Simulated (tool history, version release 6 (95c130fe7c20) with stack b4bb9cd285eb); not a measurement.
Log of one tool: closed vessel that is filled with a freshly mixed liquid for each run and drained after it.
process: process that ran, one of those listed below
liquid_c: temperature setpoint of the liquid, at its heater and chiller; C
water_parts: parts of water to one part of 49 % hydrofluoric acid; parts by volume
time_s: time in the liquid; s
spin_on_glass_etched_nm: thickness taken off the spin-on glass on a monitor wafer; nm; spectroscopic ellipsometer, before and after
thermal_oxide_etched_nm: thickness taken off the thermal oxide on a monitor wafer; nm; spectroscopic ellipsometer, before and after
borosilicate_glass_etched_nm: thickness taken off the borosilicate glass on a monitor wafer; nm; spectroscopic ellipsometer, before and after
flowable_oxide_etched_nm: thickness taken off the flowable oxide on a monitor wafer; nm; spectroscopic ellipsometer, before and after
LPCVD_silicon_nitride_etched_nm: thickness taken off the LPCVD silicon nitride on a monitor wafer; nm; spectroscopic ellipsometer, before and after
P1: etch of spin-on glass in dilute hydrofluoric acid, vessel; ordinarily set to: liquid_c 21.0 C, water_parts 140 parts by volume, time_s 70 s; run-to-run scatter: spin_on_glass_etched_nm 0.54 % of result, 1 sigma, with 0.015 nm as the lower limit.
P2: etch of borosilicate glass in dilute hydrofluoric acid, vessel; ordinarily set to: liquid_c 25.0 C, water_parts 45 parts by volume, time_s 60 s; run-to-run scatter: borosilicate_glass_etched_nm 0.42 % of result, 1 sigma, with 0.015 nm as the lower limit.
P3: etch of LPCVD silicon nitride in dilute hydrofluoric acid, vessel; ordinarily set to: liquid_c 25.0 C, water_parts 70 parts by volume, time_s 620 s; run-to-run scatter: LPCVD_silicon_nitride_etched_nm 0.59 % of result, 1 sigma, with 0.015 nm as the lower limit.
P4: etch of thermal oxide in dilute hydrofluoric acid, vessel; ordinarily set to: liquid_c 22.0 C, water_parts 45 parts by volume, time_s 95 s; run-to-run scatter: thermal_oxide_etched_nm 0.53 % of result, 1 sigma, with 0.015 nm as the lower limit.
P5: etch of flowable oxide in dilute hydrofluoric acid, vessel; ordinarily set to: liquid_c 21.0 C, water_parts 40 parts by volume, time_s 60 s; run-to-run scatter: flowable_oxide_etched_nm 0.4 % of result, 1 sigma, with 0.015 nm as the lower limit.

run	hour	process	liquid_c	water_parts	time_s	hours since the thermometer was replaced	hours since the hydrofluoric acid flow meter was replaced	spin_on_glass_etched_nm	thermal_oxide_etched_nm	borosilicate_glass_etched_nm	flowable_oxide_etched_nm	LPCVD_silicon_nitride_etched_nm
1	6.1	P1	21.0	140	70	763.7	1513.6	11.8060				
2	16.4	P4	22.0	45	95	774.0	1523.9		9.4850			
3	24.0	P1	17.0	140	70	781.6	1531.5	9.9813				
4	32.6	P1	21.0	140	70	790.2	1540.1	11.8160				
5	40.7	P2	25.0	45	60	798.3	1548.2			36.857		
6	50.5	P1	21.0	45	70	808.1	1558.0	40.6910				
7	57.6	P5	21.0	40	60	815.2	1565.1				87.14	
8	66.2	P2	25.0	45	95	823.8	1573.7			58.350		
9	76.0	P5	26.0	40	60	833.6	1583.5				106.54	
10	86.6	P5	21.0	40	110	844.2	1594.1				158.48	
11	97.7	P1	21.0	140	40	855.3	1605.2	6.8089				
12	104.5	P4	22.0	45	95	862.1	1612.0		9.5278			
13	116.1	P1	21.0	140	70	873.7	1623.6	11.8460				
14	125.3	P1	21.0	140	70	882.9	1632.8	11.7250				
15	131.0	P3	18.5	70	620	888.6	1638.5					2.8285
16	138.3	P1	21.0	140	115	895.9	1645.8	19.4170				
17	146.7	P1	17.0	200	70	904.3	1654.2	6.6491				
18	155.2	P4	22.0	45	165	912.8	1662.7		16.5690			
19	166.5	P4	22.0	70	95	924.1	1674.0		6.0282			
20	178.9	P4	27.0	45	95	936.5	1686.4		11.8300			
21	188.0	P3	25.0	70	620	945.6	1695.5					4.4062
22	193.7	P3	25.0	20	620	951.3	1701.2					15.1020
23	204.1	P1	28.0	40	70	961.7	1711.6	61.7310				
24	213.5	P1	21.0	140	70	971.1	1721.0	11.7620				
25	219.8	P1	21.0	200	70	977.4	1727.3	7.7330				
26	232.3	P1	21.0	140	70	989.9	1739.8	11.7820				
27	241.3	P5	21.0	75	60	998.9	1748.8				44.04	
28	249.5	P3	25.0	70	1060	1007.1	1757.0					7.4815
29	262.0	P2	31.5	45	60	1019.6	1769.5			47.997		
30	269.8	P1	27.0	140	70	1027.4	1777.3	14.8490				
31	279.5	P2	25.0	60	60	1037.1	1787.0			27.033		
32	290.6	P1	21.0	140	70	1048.2	1798.1	11.7880				
33	297.9	P1	21.0	140	70	1055.5	1805.4	12.2650				
34	304.2	P1	21.0	140	70	1061.8	1811.7	12.3200				
35	315.1	P1	21.0	140	70	1072.7	1822.6	12.5520				
36	322.3	P1	21.0	140	70	1079.9	1829.8	12.6660				
37	331.3	P1	21.0	140	70	1088.9	1838.8	12.6100				
38	342.7	P1	21.0	140	70	1100.3	1850.2	12.6250				

The log shows P1 creeping away from where it was. Any of the 2 causes listed here, at the size stated for it, fits the log just as well as the others:
A: liquid hotter than its thermometer reads (K) = 1.86
B: hydrofluoric acid flow above the setpoint (%) = 6.57
The drift started at roughly hour 290.6.

Which of the 4 check runs listed below separates the causes, so that each cause would produce a clearly different result? Each run uses one wafer, and its results are marked with question marks.
check 1	354.1	P4	22.0	65	95				?			
check 2	354.1	P5	24.5	60	60						?	
check 3	354.1	P2	29.5	45	60					?		
check 4	354.1	P3	25.0	50	855							?

Expected result of each check under each candidate cause:
check	result	if A	if B
check 1	thermal_oxide_etched_nm	6.9793	6.9260
check 2	flowable_oxide_etched_nm	70.101	69.647
check 3	borosilicate_glass_etched_nm	47.679	47.426
check 4	LPCVD_silicon_nitride_etched_nm	9.5666	8.9973
Smallest distance between any two causes, each pair judged by its most separating result, in per cent: check 1 0.77 %; check 2 0.65 %; check 3 0.53 %; check 4 6.14 %
The causes can be told apart only by check 4. The other checks would give nearly the same results under each of them.

After running check 4, the following was obtained: LPCVD_silicon_nitride_etched_nm 8.9780 nm. Which cause does this point to?

It is B: hydrofluoric acid flow above the setpoint (%).
